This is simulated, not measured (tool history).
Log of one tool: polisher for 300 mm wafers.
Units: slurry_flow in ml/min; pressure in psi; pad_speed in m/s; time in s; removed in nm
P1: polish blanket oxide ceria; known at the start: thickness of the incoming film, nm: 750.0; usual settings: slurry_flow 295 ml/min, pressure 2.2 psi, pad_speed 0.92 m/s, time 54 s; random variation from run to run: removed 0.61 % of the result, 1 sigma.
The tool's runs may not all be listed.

| run | hour | slurry_flow | pressure | pad_speed | time | wafers polished on this pad | hours since the slurry nozzle was cleaned | hours since the head pressure was calibrated | removed |
|---|---|---|---|---|---|---|---|---|---|
| 1 | 12.2 | 295 | 2.2 | 0.92 | 54 | 519 | 87.8 | 389.2 | 127.69 |
| 2 | 25 | 295 | 2.2 | 0.44 | 54 | 697 | 100.6 | 402 | 60.459 |
| 3 | 37.1 | 440 | 2.2 | 0.92 | 54 | 865 | 112.7 | 414.1 | 130.91 |
| 4 | 44.5 | 295 | 2.2 | 1.26 | 54 | 967 | 120.1 | 421.5 | 173.17 |
| 5 | 56.9 | 295 | 2.2 | 0.92 | 54 | 1140 | 132.5 | 433.9 | 125.95 |
| 6 | 71 | 175 | 2.2 | 1.4 | 54 | 1335 | 146.6 | 448 | 181.09 |
| 7 | 81.2 | 295 | 1.1 | 0.92 | 54 | 1477 | 156.8 | 458.2 | 62.473 |
| 8 | 95.2 | 295 | 3.5 | 0.92 | 54 | 1672 | 170.8 | 472.2 | 201.11 |
| 9 | 102.8 | 295 | 2.2 | 0.92 | 78 | 1777 | 178.4 | 479.8 | 181.09 |
| 10 | 116.6 | 295 | 2.2 | 0.92 | 54 | 1969 | 192.2 | 493.6 | 127.87 |
| 11 | 129.4 | 295 | 2.2 | 0.92 | 54 | 2147 | 205 | 506.4 | 125.77 |
| 12 | 143.2 | 295 | 2.2 | 0.92 | 26 | 2338 | 218.8 | 520.2 | 60.977 |
| 13 | 158.5 | 295 | 2.2 | 0.92 | 54 | 2551 | 234.1 | 535.5 | 127.81 |
| 14 | 168.6 | 295 | 2.2 | 0.92 | 54 | 2691 | 244.2 | 545.6 | 125.24 |
| 15 | 179.9 | 175 | 2.2 | 0.92 | 54 | 2848 | 255.5 | 556.9 | 118.6 |
| 16 | 194.1 | 295 | 2.2 | 0.92 | 54 | 3045 | 269.7 | 571.1 | 124.9 |
| 17 | 201.2 | 225 | 3.2 | 0.92 | 54 | 3144 | 276.8 | 578.2 | 178.44 |
| 18 | 216.5 | 295 | 2.2 | 0.92 | 54 | 3356 | 292.1 | 593.5 | 126.69 |
| 19 | 226.7 | 295 | 2.2 | 0.92 | 54 | 3498 | 302.3 | 603.7 | 124.68 |
| 20 | 237 | 295 | 2.2 | 0.92 | 54 | 3641 | 312.6 | 614 | 125.31 |
| 21 | 251.2 | 295 | 2.2 | 0.92 | 54 | 3838 | 326.8 | 628.2 | 121.39 |
| 22 | 265.7 | 295 | 2.2 | 0.92 | 54 | 4040 | 341.3 | 642.7 | 121.39 |
| 23 | 277.2 | 295 | 2.2 | 0.92 | 54 | 4199 | 352.8 | 654.2 | 120.88 |
| 24 | 287.9 | 295 | 2.2 | 0.92 | 54 | 4348 | 363.5 | 664.9 | 120.99 |
| 25 | 299 | 295 | 2.2 | 0.92 | 54 | 4502 | 374.6 | 676 | 118.76 |
|  | 299.1 | worn pad replaced by a new one |
| 26 | 311 | 295 | 2.2 | 0.92 | 54 | 165 | 386.6 | 688 | 120.24 |
| 27 | 320.9 | 295 | 2.2 | 0.92 | 54 | 303 | 396.5 | 697.9 | 119.17 |
| 28 | 332.4 | 295 | 2.2 | 0.92 | 54 | 463 | 408 | 709.4 | 120.5 |

What P1 gives has crept away from where it was. These 2 causes fit the log equally well, each at the size given:
A: slurry flow missing at the pad, % = 36.9
B: head's pressure below its setpoint, % = 5.14
The creep began at about hour 216.5.
Why every other cause is out:
removal rate lost through wear of the pad, %: serviced at hour 299.1, which brought nothing back

4 check runs are offered, each on 5 wafers whose results are averaged, their results left as question marks. Which one tells the causes apart?
| check 1 | 343.9 | 205 | 2.2 | 0.92 | 70 |  |  |  | ? |
| check 2 | 343.9 | 295 | 2.2 | 0.92 | 28 |  |  |  | ? |
| check 3 | 343.9 | 295 | 3.4 | 0.92 | 54 |  |  |  | ? |
| check 4 | 343.9 | 295 | 1.7 | 0.92 | 54 |  |  |  | ? |

What each check would give under each cause:
| check | result | if A | if B |
|---|---|---|---|
| check 1 | removed | 146.24 | 149.42 |
| check 2 | removed | 62.189 | 62.193 |
| check 3 | removed | 185.36 | 185.37 |
| check 4 | removed | 92.678 | 92.683 |
How far apart the two closest causes lie, in the result that separates them most: check 1 2.15 %; check 2 0.01 %; check 3 0.01 %; check 4 0.01 %
Only check 1 tells the causes apart: in the others they would give nearly the same result.

Check 1 was then run and gave: removed 145.66 nm. Which cause is it?

It is A: slurry flow missing at the pad, %.

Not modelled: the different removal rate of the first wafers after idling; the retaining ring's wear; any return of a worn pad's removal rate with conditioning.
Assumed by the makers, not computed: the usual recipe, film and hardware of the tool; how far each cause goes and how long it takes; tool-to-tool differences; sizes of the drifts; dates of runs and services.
